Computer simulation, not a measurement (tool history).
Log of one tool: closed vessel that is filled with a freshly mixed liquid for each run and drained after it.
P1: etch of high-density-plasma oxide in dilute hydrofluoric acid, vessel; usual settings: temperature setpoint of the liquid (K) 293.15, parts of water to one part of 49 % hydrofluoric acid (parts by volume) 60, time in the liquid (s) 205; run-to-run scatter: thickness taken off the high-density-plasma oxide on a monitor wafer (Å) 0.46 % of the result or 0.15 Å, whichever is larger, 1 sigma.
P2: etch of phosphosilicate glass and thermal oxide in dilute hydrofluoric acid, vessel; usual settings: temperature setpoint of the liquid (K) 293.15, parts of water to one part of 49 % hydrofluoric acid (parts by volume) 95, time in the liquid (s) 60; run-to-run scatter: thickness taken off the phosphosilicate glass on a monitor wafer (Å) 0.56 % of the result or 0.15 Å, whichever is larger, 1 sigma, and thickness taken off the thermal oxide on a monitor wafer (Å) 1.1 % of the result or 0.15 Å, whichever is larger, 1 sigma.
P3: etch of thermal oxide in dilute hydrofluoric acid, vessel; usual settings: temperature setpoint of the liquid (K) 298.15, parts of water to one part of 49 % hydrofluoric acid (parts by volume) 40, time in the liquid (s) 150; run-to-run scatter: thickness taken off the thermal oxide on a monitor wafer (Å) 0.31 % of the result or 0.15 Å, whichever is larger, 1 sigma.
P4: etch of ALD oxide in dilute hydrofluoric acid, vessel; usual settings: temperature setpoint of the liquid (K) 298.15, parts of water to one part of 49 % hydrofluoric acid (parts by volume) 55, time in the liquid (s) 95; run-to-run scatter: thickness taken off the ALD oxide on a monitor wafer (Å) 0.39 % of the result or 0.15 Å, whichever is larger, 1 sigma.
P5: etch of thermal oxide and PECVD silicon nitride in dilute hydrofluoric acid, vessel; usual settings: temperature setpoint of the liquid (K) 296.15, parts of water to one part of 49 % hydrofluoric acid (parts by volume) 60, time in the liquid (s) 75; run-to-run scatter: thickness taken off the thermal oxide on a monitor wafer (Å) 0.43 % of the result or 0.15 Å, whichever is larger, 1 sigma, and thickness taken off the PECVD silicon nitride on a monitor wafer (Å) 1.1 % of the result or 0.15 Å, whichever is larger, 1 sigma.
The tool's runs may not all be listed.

| run | hour | process that ran | temperature setpoint of the liquid (K) | parts of water to one part of 49 % hydrofluoric acid (parts by volume) | time in the liquid (s) | hours since the thermometer was replaced | hours since the hydrofluoric acid flow meter was replaced | thickness taken off the high-density-plasma oxide on a monitor wafer (Å) | thickness taken off the phosphosilicate glass on a monitor wafer (Å) | thickness taken off the thermal oxide on a monitor wafer (Å) | thickness taken off the PECVD silicon nitride on a monitor wafer (Å) | thickness taken off the ALD oxide on a monitor wafer (Å) |
|---|---|---|---|---|---|---|---|---|---|---|---|---|
| 1 | 12.8 | P1 | 293.15 | 60 | 205 | 97.2 | 1352 | 185.96 |  |  |  |  |
| 2 | 30 | P2 | 293.15 | 95 | 60 | 114.4 | 1369.2 |  | 327.59 | 26.185 |  |  |
| 3 | 39.3 | P1 | 297.65 | 90 | 205 | 123.7 | 1378.5 | 143.11 |  |  |  |  |
| 4 | 48.6 | P5 | 296.15 | 60 | 75 | 133 | 1387.8 |  |  | 58.47 | 20.155 |  |
| 5 | 66 | P2 | 300.65 | 95 | 60 | 150.4 | 1405.2 |  | 442.66 | 34.448 |  |  |
| 6 | 78.9 | P3 | 298.15 | 40 | 150 | 163.3 | 1418.1 |  |  | 201.35 |  |  |
| 7 | 87.2 | P3 | 291.15 | 40 | 150 | 171.6 | 1426.4 |  |  | 149.17 |  |  |
| 8 | 102.8 | P3 | 298.15 | 20 | 150 | 187.2 | 1442 |  |  | 414.34 |  |  |
| 9 | 114.2 | P4 | 302.15 | 55 | 95 | 198.6 | 1453.4 |  |  |  |  | 285.49 |
| 10 | 130.5 | P1 | 293.15 | 60 | 400 | 214.9 | 1469.7 | 362.37 |  |  |  |  |
| 11 | 139.5 | P5 | 290.15 | 60 | 75 | 223.9 | 1478.7 |  |  | 45.3 | 13.176 |  |
| 12 | 150.1 | P1 | 293.15 | 95 | 205 | 234.5 | 1489.3 | 113.37 |  |  |  |  |
| 13 | 168.8 | P1 | 293.15 | 60 | 90 | 253.2 | 1508 | 81.876 |  |  |  |  |
| 14 | 177.8 | P5 | 296.15 | 25 | 75 | 262.2 | 1517 |  |  | 148 | 45.987 |  |
| 15 | 189.6 | P2 | 293.15 | 95 | 35 | 274 | 1528.8 |  | 191.51 | 15.29 |  |  |
| 16 | 201.7 | P1 | 293.15 | 90 | 330 | 286.1 | 1540.9 | 193.55 |  |  |  |  |
| 17 | 215.7 | P4 | 298.15 | 55 | 95 | 300.1 | 1554.9 |  |  |  |  | 245.01 |
| 18 | 224.9 | P1 | 293.15 | 60 | 205 | 309.3 | 1564.1 | 185.42 |  |  |  |  |
| 19 | 237.5 | P5 | 296.15 | 60 | 115 | 321.9 | 1576.7 |  |  | 90.379 | 30.483 |  |
| 20 | 246.3 | P3 | 298.15 | 40 | 220 | 330.7 | 1585.5 |  |  | 295.73 |  |  |
| 21 | 262.1 | P3 | 298.15 | 40 | 150 | 346.5 | 1601.3 |  |  | 200.51 |  |  |
| 22 | 278.6 | P1 | 290.15 | 60 | 205 | 363 | 1617.8 | 164.4 |  |  |  |  |
| 23 | 291.6 | P1 | 293.15 | 60 | 205 | 376 | 1630.8 | 186.52 |  |  |  |  |
| 24 | 308.7 | P4 | 298.15 | 30 | 95 | 393.1 | 1647.9 |  |  |  |  | 465.39 |
| 25 | 320.9 | P4 | 298.15 | 55 | 30 | 405.3 | 1660.1 |  |  |  |  | 77.31 |
| 26 | 336.2 | P2 | 293.15 | 30 | 60 | 420.6 | 1675.4 |  | 1116.5 | 90.865 |  |  |
| 27 | 353.6 | P1 | 293.15 | 20 | 205 | 438 | 1692.8 | 584.9 |  |  |  |  |
| 28 | 366.6 | P1 | 293.15 | 60 | 205 | 451 | 1705.8 | 186.76 |  |  |  |  |

Forecast run 29:
| 29 | 376.8 | P1 | 297.65 | 60 | 205 | 461.2 | 1716 | ? |  |  |  |  |

thickness taken off the high-density-plasma oxide on a monitor wafer (Å): 225.94
